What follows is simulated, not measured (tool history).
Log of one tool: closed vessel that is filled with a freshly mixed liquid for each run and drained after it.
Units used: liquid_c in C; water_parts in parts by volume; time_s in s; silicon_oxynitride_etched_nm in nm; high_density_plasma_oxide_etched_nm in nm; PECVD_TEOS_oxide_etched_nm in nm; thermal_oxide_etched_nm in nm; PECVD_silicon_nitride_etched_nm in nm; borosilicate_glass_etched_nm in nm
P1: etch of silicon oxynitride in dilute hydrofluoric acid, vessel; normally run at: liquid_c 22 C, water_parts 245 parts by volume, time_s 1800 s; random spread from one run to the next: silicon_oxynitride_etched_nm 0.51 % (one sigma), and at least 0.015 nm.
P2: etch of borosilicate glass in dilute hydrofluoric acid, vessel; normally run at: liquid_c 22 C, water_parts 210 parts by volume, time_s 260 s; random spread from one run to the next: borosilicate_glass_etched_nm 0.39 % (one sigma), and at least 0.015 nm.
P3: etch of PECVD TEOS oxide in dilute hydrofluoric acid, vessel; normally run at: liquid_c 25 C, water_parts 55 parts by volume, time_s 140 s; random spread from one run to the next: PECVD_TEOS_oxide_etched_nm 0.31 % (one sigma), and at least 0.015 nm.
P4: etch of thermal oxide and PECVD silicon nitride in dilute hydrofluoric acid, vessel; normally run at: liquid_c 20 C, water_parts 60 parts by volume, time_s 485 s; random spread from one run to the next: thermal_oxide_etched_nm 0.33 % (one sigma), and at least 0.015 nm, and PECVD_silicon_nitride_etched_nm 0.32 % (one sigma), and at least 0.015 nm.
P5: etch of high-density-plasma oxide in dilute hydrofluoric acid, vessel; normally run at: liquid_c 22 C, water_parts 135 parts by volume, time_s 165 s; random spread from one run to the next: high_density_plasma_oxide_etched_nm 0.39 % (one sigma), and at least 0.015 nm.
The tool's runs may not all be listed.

run	hour	process	liquid_c	water_parts	time_s	silicon_oxynitride_etched_nm	high_density_plasma_oxide_etched_nm	PECVD_TEOS_oxide_etched_nm	thermal_oxide_etched_nm	PECVD_silicon_nitride_etched_nm	borosilicate_glass_etched_nm
1	8.6	P1	22	245	1800	28.955					
2	20.8	P1	22	245	1800	28.781					
3	31.3	P5	22	135	165		5.3767				
4	38.2	P1	22	60	1800	135.96					
5	50.9	P3	25	55	60			10.414			
6	58.3	P1	22	245	1800	29.04					
7	71.9	P5	22	135	165		5.3596				
8	80.4	P1	28	245	1800	37.649					
9	92.5	P5	22	135	325		10.607				
10	100.2	P5	17	135	165		4.4001				
11	111.1	P1	22	245	195	3.1522					
12	121.8	P1	22	150	380	10.645					
13	133	P4	20	60	955				64.192	55.302	
14	140.9	P1	22	245	1800	28.655					
# hour 148.2: thermometer replaced
15	150.9	P1	22	245	1800	28.783					
16	162	P3	25	20	140			70.124			
17	169.3	P2	22	210	260						37.491
18	175.8	P4	17	60	485				28.688	22.592	
19	189.4	P3	25	55	140			24.317			
20	196.5	P1	22	245	1800	28.828					
21	209.6	P1	17	245	1800	22.722					
22	222.6	P1	22	385	1800	16.815					
23	231.2	P4	20	60	485				32.396	28.09	
24	239.7	P5	22	75	165		10.375				
25	250.7	P2	22	210	60						8.6518
26	262.4	P2	22	80	260						113.02
27	275.4	P3	25	55	140			24.119			
28	284.3	P2	28	210	260						46.415
29	295.2	P4	20	20	485				102.97	80.56	
30	307.7	P4	20	60	485				32.559	27.933	
31	315.4	P1	22	245	3185	50.986					
32	327.2	P3	31	55	140			30.766			
33	336.9	P1	22	245	1800	28.753					
34	350	P1	22	245	1800	30.041					
35	364.5	P1	22	245	1800	30.701					
36	374.1	P1	22	245	1800	31.092					
37	385.3	P1	22	245	1800	31.609					
38	397.1	P1	22	245	1800	31.679					
39	409.8	P1	22	245	1800	32.096					
40	422.2	P1	22	245	1800	31.86					
41	436.5	P1	22	245	1800	32.292					
42	446.7	P1	22	245	1800	32.02					
43	458.8	P1	22	245	1800	32.056					

Compared with where it was, what P1 gives has crept away. Each cause listed below fits the log as well as the rest, at the size given for it:
A: hydrofluoric acid flow above the setpoint (%) = 9.71
B: liquid hotter than its thermometer reads (K) = 2.45
The gradual shift began around hour 336.9.

4 check runs are offered, one wafer each, their results left as question marks. Which one tells the causes apart?
check 1	470.9	P2	22	90	80						?
check 2	470.9	P3	25	30	140			?			
check 3	470.9	P4	20	35	935				?	?	
check 4	470.9	P5	17	135	310		?				

What each check would give under each cause:
check	result	if A	if B
check 1	borosilicate_glass_etched_nm	34.021	33.891
check 2	PECVD_TEOS_oxide_etched_nm	50.728	50.947
check 3	thermal_oxide_etched_nm	121.9	122.85
check 3	PECVD_silicon_nitride_etched_nm	99.557	107.89
check 4	high_density_plasma_oxide_etched_nm	9.1496	9.1087
Distance between the nearest two causes, measured in the result of the check that separates them most: check 1 0.38 %; check 2 0.43 %; check 3 8.03 %; check 4 0.45 %
Check 3 distinguishes between the causes, while the remaining checks would return nearly the same result for all of them.

Then check 3 was run and gave: thermal_oxide_etched_nm 122.14 nm; PECVD_silicon_nitride_etched_nm 99.845 nm. Which cause is it?

It is A: hydrofluoric acid flow above the setpoint (%).

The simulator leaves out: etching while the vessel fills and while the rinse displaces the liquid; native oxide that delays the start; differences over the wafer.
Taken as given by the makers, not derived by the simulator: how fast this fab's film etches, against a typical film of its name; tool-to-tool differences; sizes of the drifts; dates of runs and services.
